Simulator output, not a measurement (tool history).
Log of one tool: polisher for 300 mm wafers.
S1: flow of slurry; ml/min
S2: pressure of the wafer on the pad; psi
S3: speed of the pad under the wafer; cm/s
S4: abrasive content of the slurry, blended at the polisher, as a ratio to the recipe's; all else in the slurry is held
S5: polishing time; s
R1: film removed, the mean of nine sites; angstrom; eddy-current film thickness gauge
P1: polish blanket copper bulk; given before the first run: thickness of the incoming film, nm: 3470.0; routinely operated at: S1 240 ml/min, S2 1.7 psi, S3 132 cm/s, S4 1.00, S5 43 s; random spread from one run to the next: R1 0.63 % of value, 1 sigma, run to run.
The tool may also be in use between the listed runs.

| run | hour | S1 | S2 | S3 | S4 | S5 | R1 |
|---|---|---|---|---|---|---|---|
| 1 | 15.0 | 240 | 1.7 | 132 | 1.00 | 43 | 2855.1 |
| 2 | 29.6 | 240 | 1.7 | 132 | 1.00 | 43 | 2872.3 |
| 3 | 41.7 | 240 | 1.7 | 132 | 0.55 | 43 | 2538.0 |
| 4 | 55.8 | 240 | 1.7 | 132 | 1.40 | 43 | 3075.2 |
| 5 | 65.6 | 240 | 1.7 | 88 | 1.00 | 43 | 1911.7 |
| 6 | 77.0 | 240 | 1.7 | 132 | 1.00 | 25 | 1675.5 |
| 7 | 89.6 | 240 | 1.2 | 132 | 1.00 | 57 | 2682.8 |
| 8 | 100.7 | 240 | 1.7 | 132 | 1.00 | 43 | 2868.2 |
| 9 | 113.2 | 240 | 1.7 | 186 | 1.00 | 43 | 4003.3 |
| 10 | 121.0 | 240 | 2.4 | 132 | 1.00 | 43 | 4032.1 |
| 11 | 133.8 | 240 | 0.8 | 132 | 1.00 | 43 | 1357.3 |
| 12 | 146.4 | 240 | 1.7 | 132 | 1.00 | 43 | 2854.2 |
| 13 | 160.9 | 305 | 1.7 | 132 | 1.00 | 43 | 2932.9 |
| 14 | 174.6 | 340 | 2.1 | 132 | 1.00 | 43 | 3671.4 |
| 15 | 183.5 | 145 | 1.7 | 132 | 1.00 | 43 | 2650.4 |
| 16 | 195.0 | 240 | 1.7 | 132 | 1.00 | 65 | 4360.6 |
| 17 | 203.1 | 240 | 1.7 | 132 | 1.00 | 43 | 2857.3 |
| 18 | 217.8 | 240 | 1.7 | 132 | 1.00 | 43 | 2873.9 |
| 19 | 229.1 | 240 | 1.7 | 132 | 1.00 | 43 | 2833.8 |

The next listed run, before its measurement:
| 20 | 240.8 | 240 | 1.7 | 132 | 1.00 | 43 | ? |

For run 20 the tool returned R1 2756.8 angstrom.

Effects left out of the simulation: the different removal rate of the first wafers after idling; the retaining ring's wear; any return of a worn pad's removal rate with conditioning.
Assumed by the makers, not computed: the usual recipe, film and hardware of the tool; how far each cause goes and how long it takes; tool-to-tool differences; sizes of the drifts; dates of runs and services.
